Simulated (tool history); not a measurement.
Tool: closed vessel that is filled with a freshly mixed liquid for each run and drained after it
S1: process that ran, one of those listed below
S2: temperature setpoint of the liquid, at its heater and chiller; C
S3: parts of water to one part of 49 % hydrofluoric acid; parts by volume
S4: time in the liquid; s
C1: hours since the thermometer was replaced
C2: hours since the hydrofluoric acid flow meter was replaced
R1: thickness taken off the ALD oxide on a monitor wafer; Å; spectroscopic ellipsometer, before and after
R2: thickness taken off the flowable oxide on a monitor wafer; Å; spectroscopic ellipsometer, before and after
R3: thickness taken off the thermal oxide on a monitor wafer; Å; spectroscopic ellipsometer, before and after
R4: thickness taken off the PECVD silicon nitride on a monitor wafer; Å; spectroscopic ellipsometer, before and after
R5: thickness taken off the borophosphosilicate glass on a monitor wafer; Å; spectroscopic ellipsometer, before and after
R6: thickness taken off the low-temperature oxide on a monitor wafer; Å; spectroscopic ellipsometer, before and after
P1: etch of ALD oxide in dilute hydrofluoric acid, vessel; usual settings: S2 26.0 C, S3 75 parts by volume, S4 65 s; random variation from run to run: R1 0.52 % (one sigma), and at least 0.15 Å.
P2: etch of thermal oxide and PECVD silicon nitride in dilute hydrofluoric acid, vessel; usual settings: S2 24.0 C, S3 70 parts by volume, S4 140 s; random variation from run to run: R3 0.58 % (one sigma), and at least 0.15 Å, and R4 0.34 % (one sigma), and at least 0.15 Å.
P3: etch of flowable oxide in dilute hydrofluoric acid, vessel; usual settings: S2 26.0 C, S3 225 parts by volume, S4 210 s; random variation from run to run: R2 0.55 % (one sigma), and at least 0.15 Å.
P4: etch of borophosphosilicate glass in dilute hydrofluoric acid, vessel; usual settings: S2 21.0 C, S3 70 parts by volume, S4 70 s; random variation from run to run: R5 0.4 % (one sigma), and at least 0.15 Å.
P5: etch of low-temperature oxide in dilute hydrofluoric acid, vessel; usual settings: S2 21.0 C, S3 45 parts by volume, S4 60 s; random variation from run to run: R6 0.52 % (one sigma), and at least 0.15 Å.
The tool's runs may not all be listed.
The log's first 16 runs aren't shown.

run	hour	S1	S2	S3	S4	C1	C2	R1	R2	R3	R4	R5	R6
17	166.8	P4	21.0	70	30	113.0	766.4					233.03	
18	175.1	P1	26.0	75	65	121.3	774.7	95.462					
19	183.2	P2	29.0	70	140	129.4	782.8			120.610	87.254		
20	190.5	P1	26.0	45	65	136.7	790.1	166.630					
21	200.0	P1	26.0	75	105	146.2	799.6	155.410					
22	207.8	P2	24.0	70	35	154.0	807.4			24.620	15.787		
23	216.9	P5	21.0	45	60	163.1	816.5						307.41
24	227.2	P3	26.0	225	45	173.4	826.8		89.373				
25	236.6	P1	26.0	135	125	182.8	836.2	94.344					
26	250.6	P4	28.5	70	70	196.8	850.2					740.56	
27	264.4	P1	32.0	75	65	210.6	864.0	121.140					
28	277.6	P5	21.0	25	60	223.8	877.2						568.52
29	290.2	P4	21.0	35	70	236.4	889.8					1146.00	
30	301.4	P1	26.0	75	65	247.6	901.0	95.268					

Forecast run 31:
31	307.6	P5	21.0	45	30	253.8	907.2						?

R6: 154.80 Å
